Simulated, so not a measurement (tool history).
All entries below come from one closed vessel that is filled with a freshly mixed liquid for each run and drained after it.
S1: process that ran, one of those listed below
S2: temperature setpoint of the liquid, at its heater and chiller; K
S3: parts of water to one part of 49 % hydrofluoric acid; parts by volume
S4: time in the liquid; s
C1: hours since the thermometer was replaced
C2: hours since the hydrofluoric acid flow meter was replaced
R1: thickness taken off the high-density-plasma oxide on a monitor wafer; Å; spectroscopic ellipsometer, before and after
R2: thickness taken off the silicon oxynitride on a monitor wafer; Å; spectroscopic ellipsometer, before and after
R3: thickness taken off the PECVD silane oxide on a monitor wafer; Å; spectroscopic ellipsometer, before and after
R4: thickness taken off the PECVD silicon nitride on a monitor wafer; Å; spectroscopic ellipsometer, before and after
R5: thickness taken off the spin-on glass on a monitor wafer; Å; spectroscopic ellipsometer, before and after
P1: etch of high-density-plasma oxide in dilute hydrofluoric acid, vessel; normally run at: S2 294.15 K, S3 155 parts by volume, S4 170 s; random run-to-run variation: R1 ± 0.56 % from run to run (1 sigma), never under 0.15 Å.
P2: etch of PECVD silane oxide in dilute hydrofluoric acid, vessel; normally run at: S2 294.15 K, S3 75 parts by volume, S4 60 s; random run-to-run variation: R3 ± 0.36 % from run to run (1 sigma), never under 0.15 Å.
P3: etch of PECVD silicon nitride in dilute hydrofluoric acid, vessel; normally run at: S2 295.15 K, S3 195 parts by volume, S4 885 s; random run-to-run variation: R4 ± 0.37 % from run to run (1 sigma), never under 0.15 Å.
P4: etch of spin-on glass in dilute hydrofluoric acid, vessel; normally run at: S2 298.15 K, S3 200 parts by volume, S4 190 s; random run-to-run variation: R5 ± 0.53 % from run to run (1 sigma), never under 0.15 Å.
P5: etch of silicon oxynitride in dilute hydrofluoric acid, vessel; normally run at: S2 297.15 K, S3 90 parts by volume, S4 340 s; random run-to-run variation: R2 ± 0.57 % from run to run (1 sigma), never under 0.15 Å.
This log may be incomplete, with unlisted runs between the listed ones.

{"run": 1, "hour": 11.0, "S1": "P1", "S2": 294.15, "S3": 155, "S4": 170, "C1": 649.4, "C2": 455.5, "R1": 52.09}
{"run": 2, "hour": 20.8, "S1": "P5", "S2": 297.15, "S3": 90, "S4": 340, "C1": 659.2, "C2": 465.3, "R2": 178.87}
{"run": 3, "hour": 33.2, "S1": "P2", "S2": 294.15, "S3": 75, "S4": 35, "C1": 671.6, "C2": 477.7, "R3": 133.0}
{"run": 4, "hour": 40.9, "S1": "P2", "S2": 294.15, "S3": 75, "S4": 60, "C1": 679.3, "C2": 485.4, "R3": 228.42}
{"run": 5, "hour": 48.7, "S1": "P1", "S2": 299.65, "S3": 75, "S4": 170, "C1": 687.1, "C2": 493.2, "R1": 148.65}
{"run": 6, "hour": 61.9, "S1": "P5", "S2": 297.15, "S3": 165, "S4": 340, "C1": 700.3, "C2": 506.4, "R2": 91.808}
{"run": 7, "hour": 70.8, "S1": "P1", "S2": 297.65, "S3": 155, "S4": 170, "C1": 709.2, "C2": 515.3, "R1": 59.926}
{"run": 8, "hour": 83.5, "S1": "P5", "S2": 290.15, "S3": 90, "S4": 340, "C1": 721.9, "C2": 528.0, "R2": 128.34}
{"run": 9, "hour": 90.2, "S1": "P1", "S2": 294.15, "S3": 155, "S4": 170, "C1": 728.6, "C2": 534.7, "R1": 52.483}
{"run": 10, "hour": 96.7, "S1": "P5", "S2": 297.15, "S3": 90, "S4": 530, "C1": 735.1, "C2": 541.2, "R2": 280.55}
{"run": 11, "hour": 105.4, "S1": "P3", "S2": 295.15, "S3": 195, "S4": 1610, "C1": 743.8, "C2": 549.9, "R4": 202.31}
{"run": 12, "hour": 120.3, "S1": "P1", "S2": 294.15, "S3": 155, "S4": 170, "C1": 758.7, "C2": 564.8, "R1": 52.104}
{"run": 13, "hour": 133.8, "S1": "P4", "S2": 298.15, "S3": 200, "S4": 190, "C1": 772.2, "C2": 578.3, "R5": 554.96}
{"run": 14, "hour": 146.2, "S1": "P3", "S2": 295.15, "S3": 85, "S4": 885, "C1": 784.6, "C2": 590.7, "R4": 250.84}
{"run": 15, "hour": 155.0, "S1": "P2", "S2": 294.15, "S3": 75, "S4": 60, "C1": 793.4, "C2": 599.5, "R3": 228.69}
{"run": 16, "hour": 165.5, "S1": "P1", "S2": 294.15, "S3": 155, "S4": 330, "C1": 803.9, "C2": 610.0, "R1": 101.21}
{"run": 17, "hour": 173.1, "S1": "P4", "S2": 298.15, "S3": 200, "S4": 335, "C1": 811.5, "C2": 617.6, "R5": 965.34}
{"run": 18, "hour": 183.2, "S1": "P4", "S2": 305.15, "S3": 200, "S4": 190, "C1": 821.6, "C2": 627.7, "R5": 703.81}
{"run": 19, "hour": 189.7, "S1": "P2", "S2": 301.15, "S3": 75, "S4": 60, "C1": 828.1, "C2": 634.2, "R3": 303.1}
{"run": 20, "hour": 198.6, "S1": "P1", "S2": 299.65, "S3": 155, "S4": 55, "C1": 837.0, "C2": 643.1, "R1": 20.831}
{"run": 21, "hour": 207.1, "S1": "P1", "S2": 294.15, "S3": 230, "S4": 170, "C1": 845.5, "C2": 651.6, "R1": 32.843}
{"run": 22, "hour": 219.6, "S1": "P1", "S2": 294.15, "S3": 155, "S4": 170, "C1": 858.0, "C2": 664.1, "R1": 52.228}

Expected results for the next run?
{"run": 23, "hour": 227.1, "S1": "P4", "S2": 298.15, "S3": 120, "S4": 190, "C1": 865.5, "C2": 671.6, "R5": "?"}

R5: 1009.80 Å

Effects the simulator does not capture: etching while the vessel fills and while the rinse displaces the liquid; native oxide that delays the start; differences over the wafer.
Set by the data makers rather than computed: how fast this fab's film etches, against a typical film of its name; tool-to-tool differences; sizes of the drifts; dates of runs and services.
